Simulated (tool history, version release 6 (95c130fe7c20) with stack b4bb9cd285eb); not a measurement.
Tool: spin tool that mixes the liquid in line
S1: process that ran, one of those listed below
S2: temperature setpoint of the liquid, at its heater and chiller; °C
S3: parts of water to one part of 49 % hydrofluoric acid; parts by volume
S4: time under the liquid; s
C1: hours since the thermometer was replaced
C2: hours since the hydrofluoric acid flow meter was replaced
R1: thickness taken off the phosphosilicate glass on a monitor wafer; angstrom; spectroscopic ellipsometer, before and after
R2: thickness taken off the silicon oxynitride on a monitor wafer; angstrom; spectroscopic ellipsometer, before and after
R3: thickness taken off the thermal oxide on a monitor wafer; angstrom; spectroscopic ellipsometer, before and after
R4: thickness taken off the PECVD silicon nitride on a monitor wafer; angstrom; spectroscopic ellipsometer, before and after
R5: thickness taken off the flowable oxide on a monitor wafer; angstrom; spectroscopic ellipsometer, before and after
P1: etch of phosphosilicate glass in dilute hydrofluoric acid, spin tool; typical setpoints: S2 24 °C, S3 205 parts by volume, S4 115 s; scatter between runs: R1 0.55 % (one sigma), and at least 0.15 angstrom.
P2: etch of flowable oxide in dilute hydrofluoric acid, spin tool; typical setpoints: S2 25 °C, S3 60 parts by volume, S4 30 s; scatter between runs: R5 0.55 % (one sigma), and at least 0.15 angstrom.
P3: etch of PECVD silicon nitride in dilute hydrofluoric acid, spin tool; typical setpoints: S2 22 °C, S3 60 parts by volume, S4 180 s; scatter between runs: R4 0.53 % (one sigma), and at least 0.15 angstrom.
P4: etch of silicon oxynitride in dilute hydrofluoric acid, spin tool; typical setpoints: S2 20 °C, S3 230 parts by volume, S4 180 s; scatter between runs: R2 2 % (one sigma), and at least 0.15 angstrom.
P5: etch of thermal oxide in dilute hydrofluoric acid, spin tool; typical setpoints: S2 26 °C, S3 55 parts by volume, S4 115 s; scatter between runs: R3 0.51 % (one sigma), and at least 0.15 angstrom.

Run 1, hour 4.3: S1 P1, S2 24 °C, S3 205 parts by volume, S4 115 s; C1 762.6; C2 898.8. Result: R1 299.79 angstrom.
Run 2, hour 8.6: S1 P4, S2 20 °C, S3 230 parts by volume, S4 180 s; C1 766.9; C2 903.1. Result: R2 13.562 angstrom.
Run 3, hour 12.5: S1 P5, S2 26 °C, S3 100 parts by volume, S4 115 s; C1 770.8; C2 907. Result: R3 57.842 angstrom.
Run 4, hour 16.1: S1 P4, S2 20 °C, S3 410 parts by volume, S4 180 s; C1 774.4; C2 910.6. Result: R2 7.2549 angstrom.
At hour 20.7: thermometer replaced.
Run 5, hour 20.9: S1 P1, S2 20 °C, S3 315 parts by volume, S4 115 s; C1 0.3; C2 915.4. Result: R1 151.44 angstrom.
Run 6, hour 24.2: S1 P3, S2 30 °C, S3 60 parts by volume, S4 180 s; C1 3.6; C2 918.7. Result: R4 117.29 angstrom.
Run 7, hour 27.2: S1 P1, S2 18 °C, S3 205 parts by volume, S4 115 s; C1 6.6; C2 921.7. Result: R1 239.58 angstrom.
Run 8, hour 30: S1 P1, S2 24 °C, S3 205 parts by volume, S4 225 s; C1 9.4; C2 924.5. Result: R1 588.23 angstrom.
Run 9, hour 32.3: S1 P1, S2 28 °C, S3 205 parts by volume, S4 115 s; C1 11.7; C2 926.8. Result: R1 344.99 angstrom.
Run 10, hour 34.5: S1 P5, S2 26 °C, S3 55 parts by volume, S4 115 s; C1 13.9; C2 929. Result: R3 112.12 angstrom.
Run 11, hour 37.7: S1 P2, S2 25 °C, S3 60 parts by volume, S4 15 s; C1 17.1; C2 932.2. Result: R5 141.03 angstrom.
Run 12, hour 42.5: S1 P3, S2 22 °C, S3 60 parts by volume, S4 180 s; C1 21.9; C2 937. Result: R4 69.599 angstrom.
Run 13, hour 45.3: S1 P1, S2 24 °C, S3 205 parts by volume, S4 115 s; C1 24.7; C2 939.8. Result: R1 298.96 angstrom.
Run 14, hour 49.2: S1 P1, S2 24 °C, S3 305 parts by volume, S4 25 s; C1 28.6; C2 943.7. Result: R1 39.703 angstrom.
Run 15, hour 52.1: S1 P4, S2 20 °C, S3 230 parts by volume, S4 360 s; C1 31.5; C2 946.6. Result: R2 28.76 angstrom.
Run 16, hour 55.1: S1 P5, S2 33 °C, S3 55 parts by volume, S4 115 s; C1 34.5; C2 949.6. Result: R3 146.26 angstrom.
Run 17, hour 59.5: S1 P1, S2 24 °C, S3 355 parts by volume, S4 115 s; C1 38.9; C2 954. Result: R1 148.51 angstrom.
Run 18, hour 61.9: S1 P1, S2 24 °C, S3 205 parts by volume, S4 115 s; C1 41.3; C2 956.4. Result: R1 301.44 angstrom.
Run 19, hour 66.7: S1 P1, S2 24 °C, S3 205 parts by volume, S4 45 s; C1 46.1; C2 961.2. Result: R1 118.7 angstrom.
Run 20, hour 69.7: S1 P2, S2 25 °C, S3 60 parts by volume, S4 30 s; C1 49.1; C2 964.2. Result: R5 284.62 angstrom.
Run 21, hour 72.9: S1 P2, S2 25 °C, S3 60 parts by volume, S4 30 s; C1 52.3; C2 967.4. Result: R5 281.07 angstrom.
Run 22, hour 75.3: S1 P3, S2 22 °C, S3 85 parts by volume, S4 180 s; C1 54.7; C2 969.8. Result: R4 49.136 angstrom.
Run 23, hour 77.6: S1 P5, S2 26 °C, S3 55 parts by volume, S4 15 s; C1 57; C2 972.1. Result: R3 14.482 angstrom.
Run 24, hour 80.1: S1 P1, S2 24 °C, S3 345 parts by volume, S4 30 s; C1 59.5; C2 974.6. Result: R1 40.559 angstrom.
Run 25, hour 83.4: S1 P1, S2 24 °C, S3 205 parts by volume, S4 115 s; C1 62.8; C2 977.9. Result: R1 297.53 angstrom.
Run 26, hour 86.3: S1 P4, S2 17 °C, S3 230 parts by volume, S4 180 s; C1 65.7; C2 980.8. Result: R2 12.375 angstrom.
Run 27, hour 90.8: S1 P2, S2 25 °C, S3 105 parts by volume, S4 30 s; C1 70.2; C2 985.3. Result: R5 152.55 angstrom.
Run 28, hour 94.1: S1 P2, S2 33.5 °C, S3 60 parts by volume, S4 30 s; C1 73.5; C2 988.6. Result: R5 395.45 angstrom.
Run 29, hour 97.7: S1 P1, S2 24 °C, S3 205 parts by volume, S4 115 s; C1 77.1; C2 992.2. Result: R1 296.7 angstrom.
Run 30, hour 102.4: S1 P3, S2 22 °C, S3 60 parts by volume, S4 65 s; C1 81.8; C2 996.9. Result: R4 24.784 angstrom.
Run 31, hour 105.6: S1 P1, S2 24 °C, S3 205 parts by volume, S4 115 s; C1 85; C2 1000.1. Result: R1 300 angstrom.
Run 32, hour 109.4: S1 P1, S2 24 °C, S3 60 parts by volume, S4 115 s; C1 88.8; C2 1003.9. Result: R1 1219.3 angstrom.
Run 33, hour 113.2: S1 P1, S2 24 °C, S3 205 parts by volume, S4 115 s; C1 92.6; C2 1007.7. Result: R1 297.4 angstrom.
Run 34, hour 116.3: S1 P1, S2 24 °C, S3 205 parts by volume, S4 115 s; C1 95.7; C2 1010.8. Result: R1 309.52 angstrom.
Run 35, hour 119.4: S1 P1, S2 24 °C, S3 205 parts by volume, S4 115 s; C1 98.8; C2 1013.9. Result: R1 312.21 angstrom.
Run 36, hour 123.5: S1 P1, S2 24 °C, S3 205 parts by volume, S4 115 s; C1 102.9; C2 1018. Result: R1 317.98 angstrom.
Run 37, hour 126.4: S1 P1, S2 24 °C, S3 205 parts by volume, S4 115 s; C1 105.8; C2 1020.9. Result: R1 320.7 angstrom.
Run 38, hour 131: S1 P1, S2 24 °C, S3 205 parts by volume, S4 115 s; C1 110.4; C2 1025.5. Result: R1 317.15 angstrom.
Run 39, hour 134.8: S1 P1, S2 24 °C, S3 205 parts by volume, S4 115 s; C1 114.2; C2 1029.3. Result: R1 318.39 angstrom.
Run 40, hour 139.7: S1 P1, S2 24 °C, S3 205 parts by volume, S4 115 s; C1 119.1; C2 1034.2. Result: R1 324.18 angstrom.

The output of P1 has drifted from where it used to be. Each of the 2 causes below, taken at the size shown beside it, accounts for the log equally well:
A: liquid hotter than its thermometer reads (K) = 1.85
B: hydrofluoric acid flow above the setpoint (%) = 5.7
The creep began at about hour 113.2.

Of the 4 check runs listed below, each run on one wafer and each result written as a question mark, which would let you distinguish the listed causes because they would give clearly different results?
Run check 1, hour 144.6: S1 P4, S2 17 °C, S3 400 parts by volume, S4 180 s. Result: R2 ?.
Run check 2, hour 144.6: S1 P2, S2 33 °C, S3 60 parts by volume, S4 15 s. Result: R5 ?.
Run check 3, hour 144.6: S1 P3, S2 30 °C, S3 60 parts by volume, S4 180 s. Result: R4 ?.
Run check 4, hour 144.6: S1 P5, S2 29 °C, S3 55 parts by volume, S4 115 s. Result: R3 ?.

Outcome of each check run for each possible cause:
  check  result    if A    if B
check 1      R2  6.9257  6.8279
check 2      R5  207.04  205.22
check 3      R4  132.46  124.42
check 4      R3  134.93  133.27
How far apart the two closest causes lie, in the result that separates them most: check 1 1.42 %; check 2 0.88 %; check 3 6.27 %; check 4 1.23 %
Check 3 tells the causes apart: in the others they would give nearly the same result.

The results of check 3 are: R4 124.49 angstrom. Based on these, which of the listed causes is it?

The correct cause is B, namely: hydrofluoric acid flow above the setpoint (%).
